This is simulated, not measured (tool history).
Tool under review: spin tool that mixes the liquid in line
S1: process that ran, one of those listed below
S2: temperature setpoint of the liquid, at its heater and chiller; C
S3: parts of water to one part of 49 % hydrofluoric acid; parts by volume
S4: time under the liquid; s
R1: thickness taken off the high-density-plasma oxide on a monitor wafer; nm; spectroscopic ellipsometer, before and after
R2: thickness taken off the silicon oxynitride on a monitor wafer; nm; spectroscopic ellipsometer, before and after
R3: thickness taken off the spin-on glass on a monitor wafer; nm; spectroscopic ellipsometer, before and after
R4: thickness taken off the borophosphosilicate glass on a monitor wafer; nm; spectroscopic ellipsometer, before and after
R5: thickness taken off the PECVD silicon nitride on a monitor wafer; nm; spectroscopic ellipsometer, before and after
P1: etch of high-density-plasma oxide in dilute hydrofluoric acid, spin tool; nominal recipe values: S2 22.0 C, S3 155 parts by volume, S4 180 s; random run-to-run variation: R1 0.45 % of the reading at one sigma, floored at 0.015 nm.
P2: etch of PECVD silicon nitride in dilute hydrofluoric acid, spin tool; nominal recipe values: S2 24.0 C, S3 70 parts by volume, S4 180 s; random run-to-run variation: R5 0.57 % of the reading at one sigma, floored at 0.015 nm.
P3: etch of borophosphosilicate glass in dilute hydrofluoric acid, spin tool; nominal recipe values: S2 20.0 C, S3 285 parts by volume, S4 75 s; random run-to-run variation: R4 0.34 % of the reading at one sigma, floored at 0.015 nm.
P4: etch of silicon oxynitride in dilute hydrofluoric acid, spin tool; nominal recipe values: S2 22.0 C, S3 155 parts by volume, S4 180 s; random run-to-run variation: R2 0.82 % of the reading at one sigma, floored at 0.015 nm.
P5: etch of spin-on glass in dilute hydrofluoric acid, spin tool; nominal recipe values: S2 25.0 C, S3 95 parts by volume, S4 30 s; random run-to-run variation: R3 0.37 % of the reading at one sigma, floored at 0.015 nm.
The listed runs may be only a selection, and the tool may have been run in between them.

| run | hour | S1 | S2 | S3 | S4 | R1 | R2 | R3 | R4 | R5 |
|---|---|---|---|---|---|---|---|---|---|---|
| 1 | 4.2 | P1 | 22.0 | 155 | 180 | 5.1832 |  |  |  |  |
| 2 | 9.4 | P4 | 17.0 | 155 | 180 |  | 1.9207 |  |  |  |
| 3 | 16.5 | P5 | 30.0 | 95 | 30 |  |  | 16.8080 |  |  |
| 4 | 20.7 | P1 | 22.0 | 155 | 180 | 5.2360 |  |  |  |  |
| 5 | 28.0 | P1 | 22.0 | 155 | 275 | 7.9302 |  |  |  |  |
| 6 | 32.8 | P1 | 22.0 | 245 | 180 | 2.9785 |  |  |  |  |
| 7 | 39.0 | P5 | 25.0 | 95 | 15 |  |  | 6.9253 |  |  |
| 8 | 43.3 | P1 | 28.5 | 155 | 180 | 6.6117 |  |  |  |  |
| 9 | 49.7 | P4 | 22.0 | 155 | 300 |  | 4.1237 |  |  |  |
| 10 | 55.6 | P3 | 20.0 | 285 | 75 |  |  |  | 10.6560 |  |
| 11 | 60.7 | P1 | 22.0 | 155 | 180 | 5.1742 |  |  |  |  |
| 12 | 65.1 | P2 | 24.0 | 70 | 25 |  |  |  |  | 0.60575 |
| 13 | 72.1 | P1 | 26.0 | 155 | 60 | 1.9972 |  |  |  |  |
| 14 | 76.4 | P1 | 22.0 | 155 | 15 | 0.4193 |  |  |  |  |
| 15 | 80.0 | P5 | 25.0 | 145 | 30 |  |  | 8.5251 |  |  |
| 16 | 83.5 | P3 | 20.0 | 285 | 75 |  |  |  | 10.6840 |  |
| 17 | 89.9 | P2 | 19.5 | 70 | 180 |  |  |  |  | 3.22320 |
| 18 | 93.4 | P1 | 22.0 | 50 | 180 | 18.1940 |  |  |  |  |
| 19 | 97.9 | P5 | 25.0 | 95 | 30 |  |  | 13.8250 |  |  |
| 20 | 103.5 | P1 | 18.0 | 155 | 180 | 4.4278 |  |  |  |  |
| 21 | 108.5 | P1 | 22.0 | 55 | 350 | 31.9570 |  |  |  |  |
| 22 | 115.1 | P1 | 22.0 | 155 | 180 | 5.2147 |  |  |  |  |
| 23 | 120.3 | P1 | 28.0 | 250 | 180 | 3.5631 |  |  |  |  |
| 24 | 126.6 | P3 | 20.0 | 285 | 15 |  |  |  | 2.1268 |  |
| 25 | 129.8 | P1 | 22.0 | 155 | 180 | 5.2276 |  |  |  |  |
| 26 | 133.8 | P3 | 24.5 | 285 | 75 |  |  |  | 12.5120 |  |
| 27 | 139.0 | P2 | 24.0 | 70 | 180 |  |  |  |  | 4.28360 |
| 28 | 145.6 | P4 | 22.0 | 85 | 180 |  | 4.7175 |  |  |  |
| 29 | 151.0 | P1 | 22.0 | 155 | 180 | 5.1870 |  |  |  |  |
| 30 | 156.2 | P1 | 22.0 | 155 | 180 | 5.1285 |  |  |  |  |
| 31 | 160.9 | P4 | 22.0 | 155 | 180 |  | 2.4556 |  |  |  |
| 32 | 167.7 | P3 | 20.0 | 455 | 75 |  |  |  | 5.7919 |  |
| 33 | 174.6 | P2 | 24.0 | 125 | 180 |  |  |  |  | 2.43940 |
| 34 | 179.1 | P1 | 22.0 | 155 | 180 | 5.1884 |  |  |  |  |
| 35 | 185.2 | P1 | 22.0 | 155 | 180 | 5.1113 |  |  |  |  |
| 36 | 191.5 | P1 | 22.0 | 155 | 180 | 4.9975 |  |  |  |  |
| 37 | 197.4 | P1 | 22.0 | 155 | 180 | 4.9633 |  |  |  |  |
| 38 | 201.6 | P1 | 22.0 | 155 | 180 | 4.9747 |  |  |  |  |
| 39 | 206.5 | P1 | 22.0 | 155 | 180 | 4.9091 |  |  |  |  |
| 40 | 210.5 | P1 | 22.0 | 155 | 180 | 4.9215 |  |  |  |  |
| 41 | 216.5 | P1 | 22.0 | 155 | 180 | 4.8766 |  |  |  |  |
| 42 | 223.3 | P1 | 22.0 | 155 | 180 | 4.8717 |  |  |  |  |
| 43 | 230.0 | P1 | 22.0 | 155 | 180 | 4.9074 |  |  |  |  |
| 44 | 236.6 | P1 | 22.0 | 155 | 180 | 4.9007 |  |  |  |  |

Compared with where it was, what P1 gives has crept away. Each cause listed below fits the log as well as the rest, at the size given for it:
A: liquid colder than its thermometer reads (K) = 1.41
B: hydrofluoric acid flow below the setpoint (%) = 4.58
The onset of the drift is placed at about hour 179.1.

Each of the 4 check runs below uses one wafer; its results are left as question marks. Which run tells the causes apart?
| check 1 | 243.2 | P4 | 22.0 | 155 | 180 |  | ? |  |  |  |
| check 2 | 243.2 | P5 | 25.0 | 95 | 30 |  |  | ? |  |  |
| check 3 | 243.2 | P3 | 20.0 | 285 | 75 |  |  |  | ? |  |
| check 4 | 243.2 | P2 | 24.0 | 70 | 180 |  |  |  |  | ? |

Expected result of each check under each candidate cause:
| check | result | if A | if B |
|---|---|---|---|
| check 1 | R2 | 2.3028 | 2.3349 |
| check 2 | R3 | 13.1130 | 13.1560 |
| check 3 | R4 | 10.1570 | 10.0880 |
| check 4 | R5 | 3.92740 | 4.12290 |
Gap, in per cent, between the two causes that each check separates least, read from the result that separates them most: check 1 1.39 %; check 2 0.33 %; check 3 0.68 %; check 4 4.86 %
Of the check runs offered, only check 4 discriminates between the causes; the rest would read about the same regardless of which cause applies.

Check 4 was then run and gave: R5 3.94340 nm. Which cause is it?

The cause is A: liquid colder than its thermometer reads (K).
